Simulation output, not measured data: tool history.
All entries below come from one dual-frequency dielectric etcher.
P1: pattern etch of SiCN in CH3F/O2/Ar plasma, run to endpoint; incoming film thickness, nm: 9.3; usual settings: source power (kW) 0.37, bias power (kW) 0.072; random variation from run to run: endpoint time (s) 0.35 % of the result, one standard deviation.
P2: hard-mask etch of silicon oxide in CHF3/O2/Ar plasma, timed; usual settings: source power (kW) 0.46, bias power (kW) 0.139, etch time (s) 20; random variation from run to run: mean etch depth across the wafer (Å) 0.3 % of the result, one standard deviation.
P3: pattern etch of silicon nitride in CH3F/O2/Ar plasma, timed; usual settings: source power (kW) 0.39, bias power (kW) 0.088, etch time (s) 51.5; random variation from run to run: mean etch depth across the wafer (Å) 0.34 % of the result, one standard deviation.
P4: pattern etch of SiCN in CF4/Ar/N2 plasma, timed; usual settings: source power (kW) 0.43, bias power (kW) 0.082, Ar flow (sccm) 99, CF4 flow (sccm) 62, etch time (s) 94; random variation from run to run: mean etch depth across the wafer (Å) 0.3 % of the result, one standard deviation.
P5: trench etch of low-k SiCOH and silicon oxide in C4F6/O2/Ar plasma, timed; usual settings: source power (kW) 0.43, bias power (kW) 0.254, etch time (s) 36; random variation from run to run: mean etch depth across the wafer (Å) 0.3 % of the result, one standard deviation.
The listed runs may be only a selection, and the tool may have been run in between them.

run	hour	process that ran	source power (kW)	bias power (kW)	etch time (s)	Ar flow (sccm)	CF4 flow (sccm)	endpoint time (s)	mean etch depth across the wafer (Å)
1	6.9	P1	0.37	0.072				25.545	
2	14.6	P2	0.46	0.139	20				335.51
3	22.8	P4	0.43	0.082	94	73	62		838.43
4	32.8	P1	0.37	0.072				25.64	
5	38.5	P1	0.37	0.072				25.546	
6	48.1	P5	0.43	0.254	36				1243.3
7	57.7	P2	0.46	0.139	30				500.01
8	67.6	P4	0.25	0.082	94	99	62		501.59
9	73.8	P4	0.43	0.112	94	99	62		902.1
10	84.6	P1	0.5	0.054				25.128	
11	91.3	P4	0.43	0.082	94	99	62		803.38
12	97.4	P4	0.43	0.082	65	99	62		555.04
# hour 101.7: wet clean of the chamber
13	108.3	P5	0.29	0.254	36				1067.8
# hour 110: source power generator calibrated
14	114.9	P4	0.43	0.082	94	99	87		841.56
15	120.6	P2	0.33	0.139	20				294.89
16	130.1	P3	0.3	0.088	51.5				332.17
17	135.1	P1	0.37	0.072				25.618	
18	140.1	P1	0.37	0.072				25.653	
19	150.7	P1	0.51	0.096				20.464	
20	159.9	P1	0.26	0.072				29.174	
21	169.9	P2	0.46	0.11	20				308.31

What does the tool deliver on the next run?
# hour 176.4: bias power generator calibrated
22	178.6	P3	0.39	0.088	51.5				?

Run 22 came out at mean etch depth across the wafer (Å) 367.7.
